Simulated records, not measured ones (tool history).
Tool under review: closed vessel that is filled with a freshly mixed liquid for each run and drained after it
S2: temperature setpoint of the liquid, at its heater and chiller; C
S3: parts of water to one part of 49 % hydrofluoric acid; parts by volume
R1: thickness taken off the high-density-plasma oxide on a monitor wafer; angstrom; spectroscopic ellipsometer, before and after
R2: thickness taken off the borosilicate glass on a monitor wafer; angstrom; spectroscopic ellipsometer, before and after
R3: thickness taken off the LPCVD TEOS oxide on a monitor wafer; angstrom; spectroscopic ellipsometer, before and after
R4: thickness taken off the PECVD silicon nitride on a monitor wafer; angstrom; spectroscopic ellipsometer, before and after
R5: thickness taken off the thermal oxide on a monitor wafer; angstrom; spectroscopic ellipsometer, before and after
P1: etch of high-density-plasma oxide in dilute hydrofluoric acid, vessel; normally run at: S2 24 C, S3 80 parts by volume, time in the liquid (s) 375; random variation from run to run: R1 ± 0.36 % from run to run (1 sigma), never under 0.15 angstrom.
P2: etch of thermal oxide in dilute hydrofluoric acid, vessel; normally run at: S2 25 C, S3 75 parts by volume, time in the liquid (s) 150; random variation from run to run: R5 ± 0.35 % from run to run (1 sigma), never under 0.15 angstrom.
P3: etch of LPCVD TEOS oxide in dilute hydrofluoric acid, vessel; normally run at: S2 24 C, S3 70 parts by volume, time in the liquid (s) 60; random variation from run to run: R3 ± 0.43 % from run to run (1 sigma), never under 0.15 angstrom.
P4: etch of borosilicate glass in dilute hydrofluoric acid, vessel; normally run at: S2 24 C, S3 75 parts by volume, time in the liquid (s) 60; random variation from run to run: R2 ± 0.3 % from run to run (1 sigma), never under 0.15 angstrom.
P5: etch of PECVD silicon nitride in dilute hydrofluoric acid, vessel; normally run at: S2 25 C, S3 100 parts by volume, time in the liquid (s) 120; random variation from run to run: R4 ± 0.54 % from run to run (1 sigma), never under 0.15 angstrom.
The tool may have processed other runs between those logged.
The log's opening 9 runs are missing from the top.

Run 10, hour 125.2: process that ran P5, S2 25 C, S3 180 parts by volume, time in the liquid (s) 120. Result: R4 29.118 angstrom.
Run 11, hour 138: process that ran P2, S2 25 C, S3 75 parts by volume, time in the liquid (s) 45. Result: R5 29.792 angstrom.
Run 12, hour 147.5: process that ran P5, S2 19 C, S3 100 parts by volume, time in the liquid (s) 120. Result: R4 34.753 angstrom.
Run 13, hour 162.6: process that ran P4, S2 24 C, S3 75 parts by volume, time in the liquid (s) 60. Result: R2 280.32 angstrom.
Run 14, hour 174.3: process that ran P5, S2 25 C, S3 100 parts by volume, time in the liquid (s) 120. Result: R4 51.757 angstrom.
Run 15, hour 189.1: process that ran P5, S2 25 C, S3 100 parts by volume, time in the liquid (s) 120. Result: R4 52.114 angstrom.
Run 16, hour 203.5: process that ran P1, S2 24 C, S3 20 parts by volume, time in the liquid (s) 375. Result: R1 1088.7 angstrom.
Run 17, hour 216.8: process that ran P1, S2 24 C, S3 80 parts by volume, time in the liquid (s) 375. Result: R1 251.63 angstrom.
Run 18, hour 225.7: process that ran P2, S2 25 C, S3 75 parts by volume, time in the liquid (s) 150. Result: R5 100.02 angstrom.
Run 19, hour 235.8: process that ran P1, S2 29 C, S3 120 parts by volume, time in the liquid (s) 375. Result: R1 192.7 angstrom.

Run 20 is up next; what results do you expect?
Run 20, hour 243.9: process that ran P1, S2 24 C, S3 80 parts by volume, time in the liquid (s) 30. Result: R1 ?.

{"run 20": {"R1": 20.385}}

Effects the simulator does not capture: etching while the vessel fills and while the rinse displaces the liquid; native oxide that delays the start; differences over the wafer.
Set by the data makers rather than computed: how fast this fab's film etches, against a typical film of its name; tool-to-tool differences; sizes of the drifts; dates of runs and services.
